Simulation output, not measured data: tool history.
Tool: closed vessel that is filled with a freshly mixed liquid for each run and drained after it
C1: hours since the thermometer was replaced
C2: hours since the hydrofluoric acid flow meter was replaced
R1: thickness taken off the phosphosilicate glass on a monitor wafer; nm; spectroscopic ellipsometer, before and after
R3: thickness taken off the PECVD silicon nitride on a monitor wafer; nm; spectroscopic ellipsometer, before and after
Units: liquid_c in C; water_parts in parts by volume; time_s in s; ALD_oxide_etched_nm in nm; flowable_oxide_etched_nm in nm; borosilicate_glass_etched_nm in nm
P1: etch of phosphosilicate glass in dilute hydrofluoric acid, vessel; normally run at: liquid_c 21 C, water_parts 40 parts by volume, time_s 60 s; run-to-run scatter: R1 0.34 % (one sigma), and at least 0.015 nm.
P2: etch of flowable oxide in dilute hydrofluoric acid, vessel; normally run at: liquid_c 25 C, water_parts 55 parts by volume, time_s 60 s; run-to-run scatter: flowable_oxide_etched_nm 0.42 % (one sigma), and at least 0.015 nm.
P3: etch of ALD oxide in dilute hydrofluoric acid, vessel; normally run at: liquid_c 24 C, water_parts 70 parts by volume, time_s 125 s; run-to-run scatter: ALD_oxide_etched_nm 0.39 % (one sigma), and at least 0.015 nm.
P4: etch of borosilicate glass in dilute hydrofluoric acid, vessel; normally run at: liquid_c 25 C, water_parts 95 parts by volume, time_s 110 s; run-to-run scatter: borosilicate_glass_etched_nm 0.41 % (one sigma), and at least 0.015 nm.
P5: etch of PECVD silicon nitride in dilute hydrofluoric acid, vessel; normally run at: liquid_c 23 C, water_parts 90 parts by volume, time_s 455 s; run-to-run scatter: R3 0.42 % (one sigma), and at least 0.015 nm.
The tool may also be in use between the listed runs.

Run 1, hour 3.8: process P1, liquid_c 21 C, water_parts 40 parts by volume, time_s 60 s; C1 1208.1; C2 1233.8. Result: R1 157.93 nm.
Run 2, hour 6.7: process P1, liquid_c 25.5 C, water_parts 20 parts by volume, time_s 60 s; C1 1211; C2 1236.7. Result: R1 392.96 nm.
Run 3, hour 11.4: process P3, liquid_c 24 C, water_parts 35 parts by volume, time_s 125 s; C1 1215.7; C2 1241.4. Result: ALD_oxide_etched_nm 39.876 nm.
Run 4, hour 15.4: process P1, liquid_c 21 C, water_parts 40 parts by volume, time_s 85 s; C1 1219.7; C2 1245.4. Result: R1 223.09 nm.
Run 5, hour 20.2: process P5, liquid_c 23 C, water_parts 155 parts by volume, time_s 455 s; C1 1224.5; C2 1250.2. Result: R3 13.832 nm.
Run 6, hour 22.9: process P1, liquid_c 21 C, water_parts 20 parts by volume, time_s 60 s; C1 1227.2; C2 1252.9. Result: R1 324.49 nm.
Run 7, hour 27.5: process P1, liquid_c 21 C, water_parts 40 parts by volume, time_s 60 s; C1 1231.8; C2 1257.5. Result: R1 158.19 nm.
Run 8, hour 29.7: process P1, liquid_c 26.5 C, water_parts 40 parts by volume, time_s 60 s; C1 1234; C2 1259.7. Result: R1 199.45 nm.
Run 9, hour 34.5: process P5, liquid_c 23 C, water_parts 90 parts by volume, time_s 120 s; C1 1238.8; C2 1264.5. Result: R3 6.2346 nm.
Run 10, hour 37.2: process P2, liquid_c 25 C, water_parts 95 parts by volume, time_s 60 s; C1 1241.5; C2 1267.2. Result: flowable_oxide_etched_nm 42.346 nm.
Run 11, hour 39.5: process P1, liquid_c 21 C, water_parts 60 parts by volume, time_s 60 s; C1 1243.8; C2 1269.5. Result: R1 102.62 nm.
Run 12, hour 44: process P5, liquid_c 23 C, water_parts 90 parts by volume, time_s 455 s; C1 1248.3; C2 1274. Result: R3 23.739 nm.
Run 13, hour 46.3: process P1, liquid_c 21 C, water_parts 40 parts by volume, time_s 60 s; C1 1250.6; C2 1276.3. Result: R1 158.52 nm.
Run 14, hour 48.4: process P5, liquid_c 31 C, water_parts 90 parts by volume, time_s 455 s; C1 1252.7; C2 1278.4. Result: R3 39.808 nm.
Run 15, hour 51.3: process P1, liquid_c 21 C, water_parts 40 parts by volume, time_s 60 s; C1 1255.6; C2 1281.3. Result: R1 157.3 nm.
Run 16, hour 56.1: process P4, liquid_c 30.5 C, water_parts 95 parts by volume, time_s 110 s; C1 1260.4; C2 1286.1. Result: borosilicate_glass_etched_nm 67.74 nm.
Run 17, hour 59.6: process P2, liquid_c 25 C, water_parts 55 parts by volume, time_s 60 s; C1 1263.9; C2 1289.6. Result: flowable_oxide_etched_nm 76.766 nm.
Run 18, hour 63: process P1, liquid_c 17 C, water_parts 40 parts by volume, time_s 60 s; C1 1267.3; C2 1293. Result: R1 133.16 nm.
Run 19, hour 65.9: process P3, liquid_c 24 C, water_parts 70 parts by volume, time_s 65 s; C1 1270.2; C2 1295.9. Result: ALD_oxide_etched_nm 10.006 nm.
Run 20, hour 68.5: process P4, liquid_c 25 C, water_parts 95 parts by volume, time_s 110 s; C1 1272.8; C2 1298.5. Result: borosilicate_glass_etched_nm 54.177 nm.
Run 21, hour 70.9: process P1, liquid_c 21 C, water_parts 40 parts by volume, time_s 30 s; C1 1275.2; C2 1300.9. Result: R1 79.257 nm.
Run 22, hour 75: process P1, liquid_c 21 C, water_parts 40 parts by volume, time_s 60 s; C1 1279.3; C2 1305. Result: R1 158.08 nm.
Run 23, hour 77.6: process P1, liquid_c 21 C, water_parts 70 parts by volume, time_s 110 s; C1 1281.9; C2 1307.6. Result: R1 159.92 nm.
Run 24, hour 82: process P1, liquid_c 21 C, water_parts 40 parts by volume, time_s 60 s; C1 1286.3; C2 1312. Result: R1 159.15 nm.
Run 25, hour 85.4: process P3, liquid_c 18 C, water_parts 70 parts by volume, time_s 125 s; C1 1289.7; C2 1315.4. Result: ALD_oxide_etched_nm 14.948 nm.
Run 26, hour 89.3: process P2, liquid_c 25 C, water_parts 55 parts by volume, time_s 30 s; C1 1293.6; C2 1319.3. Result: flowable_oxide_etched_nm 38.445 nm.
Run 27, hour 93.1: process P4, liquid_c 25 C, water_parts 95 parts by volume, time_s 110 s; C1 1297.4; C2 1323.1. Result: borosilicate_glass_etched_nm 54.476 nm.
Run 28, hour 96.1: process P4, liquid_c 25 C, water_parts 55 parts by volume, time_s 110 s; C1 1300.4; C2 1326.1. Result: borosilicate_glass_etched_nm 99.946 nm.
Run 29, hour 98.6: process P3, liquid_c 24 C, water_parts 70 parts by volume, time_s 125 s; C1 1302.9; C2 1328.6. Result: ALD_oxide_etched_nm 19.196 nm.
Run 30, hour 101.4: process P2, liquid_c 17 C, water_parts 55 parts by volume, time_s 60 s; C1 1305.7; C2 1331.4. Result: flowable_oxide_etched_nm 55.414 nm.
Run 31, hour 104.9: process P4, liquid_c 25 C, water_parts 95 parts by volume, time_s 30 s; C1 1309.2; C2 1334.9. Result: borosilicate_glass_etched_nm 14.863 nm.
Run 32, hour 107.3: process P1, liquid_c 21 C, water_parts 40 parts by volume, time_s 60 s; C1 1311.6; C2 1337.3. Result: R1 157.83 nm.
Run 33, hour 111.4: process P1, liquid_c 21 C, water_parts 40 parts by volume, time_s 60 s; C1 1315.7; C2 1341.4. Result: R1 166.18 nm.
Run 34, hour 115.6: process P1, liquid_c 21 C, water_parts 40 parts by volume, time_s 60 s; C1 1319.9; C2 1345.6. Result: R1 169.58 nm.
Run 35, hour 118.8: process P1, liquid_c 21 C, water_parts 40 parts by volume, time_s 60 s; C1 1323.1; C2 1348.8. Result: R1 170.83 nm.
Run 36, hour 121.7: process P1, liquid_c 21 C, water_parts 40 parts by volume, time_s 60 s; C1 1326; C2 1351.7. Result: R1 171.97 nm.
Run 37, hour 124.2: process P1, liquid_c 21 C, water_parts 40 parts by volume, time_s 60 s; C1 1328.5; C2 1354.2. Result: R1 171.65 nm.
Run 38, hour 126.6: process P1, liquid_c 21 C, water_parts 40 parts by volume, time_s 60 s; C1 1330.9; C2 1356.6. Result: R1 173.3 nm.
Run 39, hour 128.6: process P1, liquid_c 21 C, water_parts 40 parts by volume, time_s 60 s; C1 1332.9; C2 1358.6. Result: R1 173.03 nm.

What P1 gives has crept away from where it was. These 2 causes fit the log equally well, each at the size given:
A: hydrofluoric acid flow above the setpoint (%) = 8.77
B: liquid hotter than its thermometer reads (K) = 2.1
The creep began at about hour 107.3.

4 check runs are offered, one wafer each, their results left as question marks. Which one tells the causes apart?
Run check 1, hour 130.6: process P3, liquid_c 20.5 C, water_parts 70 parts by volume, time_s 80 s. Result: ALD_oxide_etched_nm ?.
Run check 2, hour 130.6: process P4, liquid_c 25 C, water_parts 55 parts by volume, time_s 110 s. Result: borosilicate_glass_etched_nm ?.
Run check 3, hour 130.6: process P2, liquid_c 25 C, water_parts 85 parts by volume, time_s 35 s. Result: flowable_oxide_etched_nm ?.
Run check 4, hour 130.6: process P5, liquid_c 30 C, water_parts 155 parts by volume, time_s 455 s. Result: R3 ?.

What each check would give under each cause:
  check                        result    if A    if B
check 1           ALD_oxide_etched_nm   11.62  11.575
check 2  borosilicate_glass_etched_nm  108.96  108.38
check 3      flowable_oxide_etched_nm   30.62  30.308
check 4                            R3  23.422  24.421
How far apart the two closest causes lie, in the result that separates them most: check 1 0.39 %; check 2 0.53 %; check 3 1.03 %; check 4 4.17 %
Only check 4 tells the causes apart: in the others they would give nearly the same result.

Then check 4 was run and gave: R3 24.329 nm. Which cause is it?

It is B: liquid hotter than its thermometer reads (K).
